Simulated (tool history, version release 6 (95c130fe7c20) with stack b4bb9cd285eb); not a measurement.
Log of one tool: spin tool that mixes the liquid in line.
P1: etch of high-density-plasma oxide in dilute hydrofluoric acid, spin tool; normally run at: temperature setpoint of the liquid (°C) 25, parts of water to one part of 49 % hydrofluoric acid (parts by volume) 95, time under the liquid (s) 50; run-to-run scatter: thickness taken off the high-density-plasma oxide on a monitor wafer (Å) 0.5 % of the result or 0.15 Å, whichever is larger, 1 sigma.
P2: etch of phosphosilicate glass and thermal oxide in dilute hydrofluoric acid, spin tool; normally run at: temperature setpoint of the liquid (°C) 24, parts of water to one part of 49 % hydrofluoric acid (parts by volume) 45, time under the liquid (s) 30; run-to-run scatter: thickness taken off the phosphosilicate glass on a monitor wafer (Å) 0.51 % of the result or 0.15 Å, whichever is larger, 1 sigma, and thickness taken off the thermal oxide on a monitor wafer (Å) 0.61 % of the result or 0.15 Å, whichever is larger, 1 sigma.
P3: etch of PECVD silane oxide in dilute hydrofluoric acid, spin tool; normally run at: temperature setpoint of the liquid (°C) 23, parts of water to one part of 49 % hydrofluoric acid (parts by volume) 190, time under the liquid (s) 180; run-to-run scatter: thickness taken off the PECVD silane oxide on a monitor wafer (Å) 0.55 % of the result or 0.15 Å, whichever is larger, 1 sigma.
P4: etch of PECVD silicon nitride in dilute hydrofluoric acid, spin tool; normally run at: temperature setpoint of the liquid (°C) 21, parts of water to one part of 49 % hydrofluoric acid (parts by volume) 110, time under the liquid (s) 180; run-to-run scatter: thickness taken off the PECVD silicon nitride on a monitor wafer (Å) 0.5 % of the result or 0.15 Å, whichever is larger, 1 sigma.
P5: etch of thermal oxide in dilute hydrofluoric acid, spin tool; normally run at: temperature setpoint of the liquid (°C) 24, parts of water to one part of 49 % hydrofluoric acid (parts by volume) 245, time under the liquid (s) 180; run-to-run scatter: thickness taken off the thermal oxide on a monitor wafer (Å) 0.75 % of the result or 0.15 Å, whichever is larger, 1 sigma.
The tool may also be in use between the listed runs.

run	hour	process that ran	temperature setpoint of the liquid (°C)	parts of water to one part of 49 % hydrofluoric acid (parts by volume)	time under the liquid (s)	thickness taken off the high-density-plasma oxide on a monitor wafer (Å)	thickness taken off the PECVD silane oxide on a monitor wafer (Å)	thickness taken off the phosphosilicate glass on a monitor wafer (Å)	thickness taken off the thermal oxide on a monitor wafer (Å)	thickness taken off the PECVD silicon nitride on a monitor wafer (Å)
1	14.9	P1	25	95	50	62.123				
2	26.8	P1	25	95	50	62.03				
3	43.4	P1	25	95	50	62.628				
4	54.5	P1	17	95	50	44.478				
5	63.2	P1	25	95	50	62.608				
6	79.7	P1	25	95	50	61.805				
7	90.1	P3	23	285	180		73.186			
8	108.5	P3	23	190	355		240.17			
9	120.4	P1	25	140	85	67.776				
10	139.3	P2	30.5	45	30			737.47	46.804	
11	158	P5	24	245	180				29.831	
12	177	P1	25	55	50	111.38				
13	194.2	P1	31	95	50	77.93				
14	206.7	P1	25	95	15	18.414				
15	220.5	P4	21	110	180					47.179
16	230.2	P2	24	45	30			571.16	35.555	
17	243.5	P1	30	30	50	263.65				
18	255.4	P5	24	245	65				10.639	
19	274.4	P5	24	160	180				50.403	
20	288.9	P1	17	95	70	62.1				
21	297.8	P4	21	110	320					82.647
22	313.7	P5	17	245	180				22.738	
23	324.7	P4	21	20	180					243.34
24	334.7	P3	29	190	180		153.86			
25	352.3	P1	25	170	50	31.823				
26	371.2	P4	28.5	110	180					75.276
27	388.3	P3	23	190	180		122.92			
28	398.1	P2	24	45	30			565.85	36.022	
29	410.7	P2	24	30	30			865.27	55.604	
30	422	P4	21	110	180					46.029
31	438.5	P1	25	95	75	92.587				
32	454.7	P2	24	45	15			284.84	18.004	
33	473.1	P1	25	95	50	61.668				
34	488.1	P1	25	95	50	59.846				
35	504	P1	25	95	50	58.059				
36	512.8	P1	25	95	50	58.244				
37	531.1	P1	25	95	50	57.895				
38	541.4	P1	25	95	50	58.176				
39	556.7	P1	25	95	50	57.364				
40	568	P1	25	95	50	57.248				
41	576.9	P1	25	95	50	57.104				

What P1 gives has crept away from where it was. These 2 causes fit the log equally well, each at the size given:
A: hydrofluoric acid flow below the setpoint (%) = 6.21
B: liquid colder than its thermometer reads (K) = 1.82
The creep began at about hour 473.1.

4 check runs are offered, one wafer each, their results left as question marks. Which one tells the causes apart?
check 1	585.8	P3	23	190	345		?			
check 2	585.8	P2	29.5	45	15			?	?	
check 3	585.8	P5	19	245	180				?	
check 4	585.8	P4	21	25	180					?

What each check would give under each cause:
check	result	if A	if B
check 1	thickness taken off the PECVD silane oxide on a monitor wafer (Å)	216.4	218.2
check 2	thickness taken off the phosphosilicate glass on a monitor wafer (Å)	332.16	330.87
check 2	thickness taken off the thermal oxide on a monitor wafer (Å)	20.968	20.887
check 3	thickness taken off the thermal oxide on a monitor wafer (Å)	22.911	23.115
check 4	thickness taken off the PECVD silicon nitride on a monitor wafer (Å)	184.52	172.7
How far apart the two closest causes lie, in the result that separates them most: check 1 0.83 %; check 2 0.39 %; check 3 0.89 %; check 4 6.62 %
Check 4 tells the causes apart: in the others they would give nearly the same result.

Then check 4 was run and gave: thickness taken off the PECVD silicon nitride on a monitor wafer (Å) 185.06. Which cause is it?

It is A: hydrofluoric acid flow below the setpoint (%).
